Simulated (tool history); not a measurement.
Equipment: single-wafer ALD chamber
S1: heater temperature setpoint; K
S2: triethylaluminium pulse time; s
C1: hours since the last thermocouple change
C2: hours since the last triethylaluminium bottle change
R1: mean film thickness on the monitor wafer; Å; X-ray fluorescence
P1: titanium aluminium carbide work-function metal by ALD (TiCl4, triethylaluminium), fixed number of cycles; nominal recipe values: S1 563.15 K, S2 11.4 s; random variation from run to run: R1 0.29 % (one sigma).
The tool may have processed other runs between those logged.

run 1 hour=14.5 | S1=563.15 S2=11.4 | C1=790.6 C2=594.3 | R1=19.752
run 2 hour=22.2 | S1=588.15 S2=11.4 | C1=798.3 C2=602 | R1=22.051
run 3 hour=34.6 | S1=563.15 S2=11.4 | C1=810.7 C2=614.4 | R1=19.657
run 4 hour=48.9 | S1=563.15 S2=11.4 | C1=825 C2=628.7 | R1=19.781
run 5 hour=60.3 | S1=584.15 S2=8.38 | C1=836.4 C2=640.1 | R1=20.796
run 6 hour=73.4 | S1=563.15 S2=4.52 | C1=849.5 C2=653.2 | R1=15.893
run 7 hour=85.8 | S1=575.15 S2=5.49 | C1=861.9 C2=665.6 | R1=18.074
run 8 hour=94.2 | S1=563.15 S2=11.4 | C1=870.3 C2=674 | R1=19.662
run 9 hour=104.7 | S1=563.15 S2=11.4 | C1=880.8 C2=684.5 | R1=19.722
run 10 hour=118.6 | S1=542.15 S2=11.4 | C1=894.7 C2=698.4 | R1=17.823
run 11 hour=125.5 | S1=563.15 S2=16.67 | C1=901.6 C2=705.3 | R1=20.058
run 12 hour=132.7 | S1=563.15 S2=11.4 | C1=908.8 C2=712.5 | R1=19.673
run 13 hour=144.7 | S1=563.15 S2=11.4 | C1=920.8 C2=724.5 | R1=19.818
run 14 hour=155.8 | S1=563.15 S2=11.4 | C1=931.9 C2=735.6 | R1=19.508
run 15 hour=168.8 | S1=563.15 S2=11.4 | C1=944.9 C2=748.6 | R1=19.338
run 16 hour=175.8 | S1=563.15 S2=11.4 | C1=951.9 C2=755.6 | R1=19.386
run 17 hour=183.1 | S1=563.15 S2=11.4 | C1=959.2 C2=762.9 | R1=19.311
run 18 hour=196.3 | S1=563.15 S2=11.4 | C1=972.4 C2=776.1 | R1=19.225
run 19 hour=207.5 | S1=563.15 S2=11.4 | C1=983.6 C2=787.3 | R1=19.27
run 20 hour=220.1 | S1=563.15 S2=11.4 | C1=996.2 C2=799.9 | R1=19.293
run 21 hour=227.4 | S1=563.15 S2=11.4 | C1=1003.5 C2=807.2 | R1=19.185

Expected results for the next run?
run 22 hour=238.9 | S1=563.15 S2=11.4 | C1=1015 C2=818.7 | R1=?

R1: 19.248 Å

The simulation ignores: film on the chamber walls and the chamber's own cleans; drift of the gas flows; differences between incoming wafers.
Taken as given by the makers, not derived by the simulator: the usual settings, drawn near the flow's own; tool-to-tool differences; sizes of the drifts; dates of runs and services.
